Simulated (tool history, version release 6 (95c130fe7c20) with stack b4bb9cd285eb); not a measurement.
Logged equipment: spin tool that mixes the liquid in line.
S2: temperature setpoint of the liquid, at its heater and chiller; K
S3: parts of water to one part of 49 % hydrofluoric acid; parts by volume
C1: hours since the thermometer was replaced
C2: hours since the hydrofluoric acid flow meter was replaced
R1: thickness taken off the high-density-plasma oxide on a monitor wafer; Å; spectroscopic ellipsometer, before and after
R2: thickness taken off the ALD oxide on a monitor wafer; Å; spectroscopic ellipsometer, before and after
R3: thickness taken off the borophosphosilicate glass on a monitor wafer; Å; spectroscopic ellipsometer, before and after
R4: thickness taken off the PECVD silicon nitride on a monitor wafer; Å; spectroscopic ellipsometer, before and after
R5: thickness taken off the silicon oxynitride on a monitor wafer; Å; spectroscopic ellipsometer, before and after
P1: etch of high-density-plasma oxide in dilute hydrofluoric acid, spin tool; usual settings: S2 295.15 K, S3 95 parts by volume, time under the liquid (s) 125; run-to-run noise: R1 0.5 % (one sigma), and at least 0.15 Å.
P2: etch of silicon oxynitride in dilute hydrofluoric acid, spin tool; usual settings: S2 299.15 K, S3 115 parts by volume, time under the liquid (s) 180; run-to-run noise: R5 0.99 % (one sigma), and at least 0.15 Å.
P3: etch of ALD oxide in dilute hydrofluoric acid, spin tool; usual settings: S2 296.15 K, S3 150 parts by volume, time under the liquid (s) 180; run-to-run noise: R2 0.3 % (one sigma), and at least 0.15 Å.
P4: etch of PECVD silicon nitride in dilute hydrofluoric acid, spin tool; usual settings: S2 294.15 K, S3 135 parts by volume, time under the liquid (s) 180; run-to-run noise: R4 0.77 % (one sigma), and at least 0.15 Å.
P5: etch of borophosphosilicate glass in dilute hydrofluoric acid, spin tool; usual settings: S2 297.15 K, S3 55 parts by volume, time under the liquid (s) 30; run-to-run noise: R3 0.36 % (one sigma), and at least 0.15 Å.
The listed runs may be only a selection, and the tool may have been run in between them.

Run 1, hour 11.7: process that ran P1, S2 295.15 K, S3 95 parts by volume, time under the liquid (s) 125; C1 823.8; C2 507.5. Result: R1 61.789 Å.
Run 2, hour 20.6: process that ran P3, S2 296.15 K, S3 260 parts by volume, time under the liquid (s) 180; C1 832.7; C2 516.4. Result: R2 57.1650 Å.
Run 3, hour 35.4: process that ran P5, S2 297.15 K, S3 55 parts by volume, time under the liquid (s) 60; C1 847.5; C2 531.2. Result: R3 482.65 Å.
Run 4, hour 53.1: process that ran P1, S2 295.15 K, S3 20 parts by volume, time under the liquid (s) 125; C1 865.2; C2 548.9. Result: R1 320.300 Å.
Run 5, hour 67.0: process that ran P1, S2 300.65 K, S3 95 parts by volume, time under the liquid (s) 125; C1 879.1; C2 562.8. Result: R1 76.011 Å.
Run 6, hour 77.3: process that ran P4, S2 294.15 K, S3 30 parts by volume, time under the liquid (s) 180; C1 889.4; C2 573.1. Result: R4 119.5900 Å.
Run 7, hour 93.5: process that ran P2, S2 299.15 K, S3 115 parts by volume, time under the liquid (s) 15; C1 905.6; C2 589.3. Result: R5 2.1301 Å.
Run 8, hour 102.3: process that ran P3, S2 296.15 K, S3 150 parts by volume, time under the liquid (s) 15; C1 914.4; C2 598.1. Result: R2 9.1636 Å.
Run 9, hour 113.4: process that ran P1, S2 295.15 K, S3 95 parts by volume, time under the liquid (s) 125; C1 925.5; C2 609.2. Result: R1 61.541 Å.
Run 10, hour 121.3: process that ran P1, S2 290.15 K, S3 95 parts by volume, time under the liquid (s) 125; C1 933.4; C2 617.1. Result: R1 49.548 Å.
Run 11, hour 135.8: process that ran P5, S2 305.65 K, S3 55 parts by volume, time under the liquid (s) 30; C1 947.9; C2 631.6. Result: R3 338.22 Å.
At hour 141.7: hydrofluoric acid flow meter replaced.
Run 12, hour 149.7: process that ran P3, S2 296.15 K, S3 150 parts by volume, time under the liquid (s) 180; C1 961.8; C2 8.1. Result: R2 110.5800 Å.
Run 13, hour 160.2: process that ran P4, S2 294.15 K, S3 135 parts by volume, time under the liquid (s) 180; C1 972.3; C2 18.6. Result: R4 27.0230 Å.
Run 14, hour 168.7: process that ran P1, S2 295.15 K, S3 95 parts by volume, time under the liquid (s) 125; C1 980.8; C2 27.1. Result: R1 62.004 Å.
Run 15, hour 178.5: process that ran P1, S2 301.15 K, S3 95 parts by volume, time under the liquid (s) 70; C1 990.6; C2 36.9. Result: R1 43.514 Å.
Run 16, hour 190.2: process that ran P2, S2 299.15 K, S3 190 parts by volume, time under the liquid (s) 180; C1 1002.3; C2 48.6. Result: R5 14.0390 Å.
Run 17, hour 202.5: process that ran P1, S2 299.15 K, S3 95 parts by volume, time under the liquid (s) 205; C1 1014.6; C2 60.9. Result: R1 118.580 Å.
Run 18, hour 213.3: process that ran P4, S2 294.15 K, S3 135 parts by volume, time under the liquid (s) 50; C1 1025.4; C2 71.7. Result: R4 7.4739 Å.
Run 19, hour 226.6: process that ran P1, S2 295.15 K, S3 60 parts by volume, time under the liquid (s) 50; C1 1038.7; C2 85.0. Result: R1 40.130 Å.
Run 20, hour 236.2: process that ran P1, S2 295.15 K, S3 95 parts by volume, time under the liquid (s) 225; C1 1048.3; C2 94.6. Result: R1 110.950 Å.
Run 21, hour 249.4: process that ran P1, S2 295.15 K, S3 135 parts by volume, time under the liquid (s) 125; C1 1061.5; C2 107.8. Result: R1 41.042 Å.
Run 22, hour 259.1: process that ran P1, S2 295.15 K, S3 95 parts by volume, time under the liquid (s) 125; C1 1071.2; C2 117.5. Result: R1 61.269 Å.
Run 23, hour 273.8: process that ran P1, S2 295.15 K, S3 95 parts by volume, time under the liquid (s) 125; C1 1085.9; C2 132.2. Result: R1 61.679 Å.
Run 24, hour 290.4: process that ran P5, S2 297.15 K, S3 55 parts by volume, time under the liquid (s) 30; C1 1102.5; C2 148.8. Result: R3 240.63 Å.
Run 25, hour 298.4: process that ran P5, S2 297.15 K, S3 20 parts by volume, time under the liquid (s) 30; C1 1110.5; C2 156.8. Result: R3 693.29 Å.
Run 26, hour 313.4: process that ran P3, S2 296.15 K, S3 150 parts by volume, time under the liquid (s) 180; C1 1125.5; C2 171.8. Result: R2 110.1900 Å.
Run 27, hour 327.7: process that ran P1, S2 295.15 K, S3 95 parts by volume, time under the liquid (s) 50; C1 1139.8; C2 186.1. Result: R1 24.689 Å.
Run 28, hour 336.9: process that ran P3, S2 290.15 K, S3 150 parts by volume, time under the liquid (s) 180; C1 1149.0; C2 195.3. Result: R2 86.7300 Å.
Run 29, hour 351.2: process that ran P2, S2 291.65 K, S3 115 parts by volume, time under the liquid (s) 180; C1 1163.3; C2 209.6. Result: R5 17.4650 Å.
Run 30, hour 362.7: process that ran P4, S2 299.65 K, S3 135 parts by volume, time under the liquid (s) 180; C1 1174.8; C2 221.1. Result: R4 39.0660 Å.
Run 31, hour 371.8: process that ran P2, S2 299.15 K, S3 115 parts by volume, time under the liquid (s) 180; C1 1183.9; C2 230.2. Result: R5 24.6810 Å.
Run 32, hour 384.6: process that ran P2, S2 299.15 K, S3 115 parts by volume, time under the liquid (s) 180; C1 1196.7; C2 243.0. Result: R5 24.7040 Å.
Run 33, hour 399.8: process that ran P1, S2 295.15 K, S3 95 parts by volume, time under the liquid (s) 125; C1 1211.9; C2 258.2. Result: R1 61.214 Å.
Run 34, hour 414.4: process that ran P1, S2 295.15 K, S3 95 parts by volume, time under the liquid (s) 125; C1 1226.5; C2 272.8. Result: R1 62.264 Å.
Run 35, hour 424.5: process that ran P1, S2 295.15 K, S3 95 parts by volume, time under the liquid (s) 125; C1 1236.6; C2 282.9. Result: R1 63.854 Å.
Run 36, hour 434.4: process that ran P1, S2 295.15 K, S3 95 parts by volume, time under the liquid (s) 125; C1 1246.5; C2 292.8. Result: R1 64.196 Å.
Run 37, hour 451.8: process that ran P1, S2 295.15 K, S3 95 parts by volume, time under the liquid (s) 125; C1 1263.9; C2 310.2. Result: R1 64.720 Å.
Run 38, hour 464.8: process that ran P1, S2 295.15 K, S3 95 parts by volume, time under the liquid (s) 125; C1 1276.9; C2 323.2. Result: R1 65.846 Å.
Run 39, hour 482.2: process that ran P1, S2 295.15 K, S3 95 parts by volume, time under the liquid (s) 125; C1 1294.3; C2 340.6. Result: R1 65.973 Å.
Run 40, hour 498.4: process that ran P1, S2 295.15 K, S3 95 parts by volume, time under the liquid (s) 125; C1 1310.5; C2 356.8. Result: R1 66.173 Å.
Run 41, hour 511.1: process that ran P1, S2 295.15 K, S3 95 parts by volume, time under the liquid (s) 125; C1 1323.2; C2 369.5. Result: R1 66.033 Å.
Run 42, hour 523.7: process that ran P1, S2 295.15 K, S3 95 parts by volume, time under the liquid (s) 125; C1 1335.8; C2 382.1. Result: R1 65.184 Å.
Run 43, hour 533.4: process that ran P1, S2 295.15 K, S3 95 parts by volume, time under the liquid (s) 125; C1 1345.5; C2 391.8. Result: R1 65.767 Å.
Run 44, hour 548.6: process that ran P1, S2 295.15 K, S3 95 parts by volume, time under the liquid (s) 125; C1 1360.7; C2 407.0. Result: R1 66.128 Å.

Compared with where it was, what P1 gives has crept away. Each cause listed below fits the log as well as the rest, at the size given for it:
A: hydrofluoric acid flow above the setpoint (%) = 6.81
B: liquid hotter than its thermometer reads (K) = 1.82
The process output started creeping at around hour 399.8.

Of the 4 check runs listed below, each run on one wafer and each result written as a question mark, which would let you distinguish the listed causes because they would give clearly different results?
Run check 1, hour 563.8: process that ran P2, S2 299.15 K, S3 160 parts by volume, time under the liquid (s) 20. Result: R5 ?.
Run check 2, hour 563.8: process that ran P4, S2 294.15 K, S3 55 parts by volume, time under the liquid (s) 180. Result: R4 ?.
Run check 3, hour 563.8: process that ran P3, S2 290.65 K, S3 150 parts by volume, time under the liquid (s) 40. Result: R2 ?.
Run check 4, hour 563.8: process that ran P5, S2 304.15 K, S3 55 parts by volume, time under the liquid (s) 45. Result: R3 ?.

Outcome of each check run for each possible cause:
  check  result     if A     if B
check 1      R5   2.0484   2.0612
check 2      R4  70.1340  74.4780
check 3      R2  21.2200  21.1840
check 4      R3   513.45   512.70
Per-check spread between the two closest causes, in the result where they differ most: check 1 0.62 %; check 2 6.01 %; check 3 0.17 %; check 4 0.15 %
Only check 2 tells the causes apart: in the others they would give nearly the same result.

With check 2 done, the readings were: R4 70.9080 Å. Identify which of the listed causes applies.

A is the cause: hydrofluoric acid flow above the setpoint (%).
